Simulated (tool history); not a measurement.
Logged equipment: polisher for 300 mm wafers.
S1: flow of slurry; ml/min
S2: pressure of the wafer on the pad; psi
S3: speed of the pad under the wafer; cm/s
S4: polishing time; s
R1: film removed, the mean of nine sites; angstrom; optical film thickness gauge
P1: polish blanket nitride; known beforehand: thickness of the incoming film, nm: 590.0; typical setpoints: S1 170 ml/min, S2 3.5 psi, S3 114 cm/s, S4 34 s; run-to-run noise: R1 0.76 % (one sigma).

{"run": 1, "day": 0.317, "S1": 170, "S2": 3.5, "S3": 114, "S4": 34, "R1": 661.77}
{"run": 2, "day": 0.658, "S1": 110, "S2": 3.5, "S3": 78, "S4": 34, "R1": 449.76}
{"day": 0.683, "done": "head pressure recalibrated"}
{"run": 3, "day": 0.971, "S1": 100, "S2": 3.5, "S3": 114, "S4": 34, "R1": 591.79}
{"run": 4, "day": 1.3, "S1": 170, "S2": 3.5, "S3": 114, "S4": 34, "R1": 661.5}
{"run": 5, "day": 1.529, "S1": 170, "S2": 3.5, "S3": 114, "S4": 15, "R1": 290.17}
{"run": 6, "day": 1.862, "S1": 170, "S2": 3.5, "S3": 52, "S4": 34, "R1": 351.47}
{"run": 7, "day": 2.092, "S1": 170, "S2": 3.5, "S3": 114, "S4": 34, "R1": 663.3}
{"run": 8, "day": 2.271, "S1": 170, "S2": 1.6, "S3": 114, "S4": 34, "R1": 304.01}
{"run": 9, "day": 2.612, "S1": 170, "S2": 3.5, "S3": 114, "S4": 34, "R1": 663.32}
{"run": 10, "day": 2.871, "S1": 170, "S2": 5.5, "S3": 114, "S4": 34, "R1": 1047.1}
{"run": 11, "day": 3.042, "S1": 170, "S2": 3.5, "S3": 82, "S4": 46, "R1": 683.06}
{"run": 12, "day": 3.312, "S1": 225, "S2": 3.5, "S3": 114, "S4": 23, "R1": 460.62}
{"run": 13, "day": 3.667, "S1": 170, "S2": 3.5, "S3": 114, "S4": 34, "R1": 660.98}
{"run": 14, "day": 3.862, "S1": 235, "S2": 3.5, "S3": 114, "S4": 34, "R1": 692.36}
{"run": 15, "day": 4.058, "S1": 170, "S2": 3.5, "S3": 172, "S4": 34, "R1": 906.67}
{"run": 16, "day": 4.25, "S1": 170, "S2": 3.5, "S3": 114, "S4": 46, "R1": 894.92}
{"run": 17, "day": 4.533, "S1": 170, "S2": 3.5, "S3": 114, "S4": 34, "R1": 658.49}
{"run": 18, "day": 4.838, "S1": 170, "S2": 3.5, "S3": 114, "S4": 34, "R1": 636.39}
{"run": 19, "day": 5.1, "S1": 170, "S2": 3.5, "S3": 114, "S4": 34, "R1": 630.68}

What will run 20 give?
{"run": 20, "day": 5.283, "S1": 170, "S2": 3.5, "S3": 114, "S4": 34, "R1": "?"}

R1: 630.46 angstrom
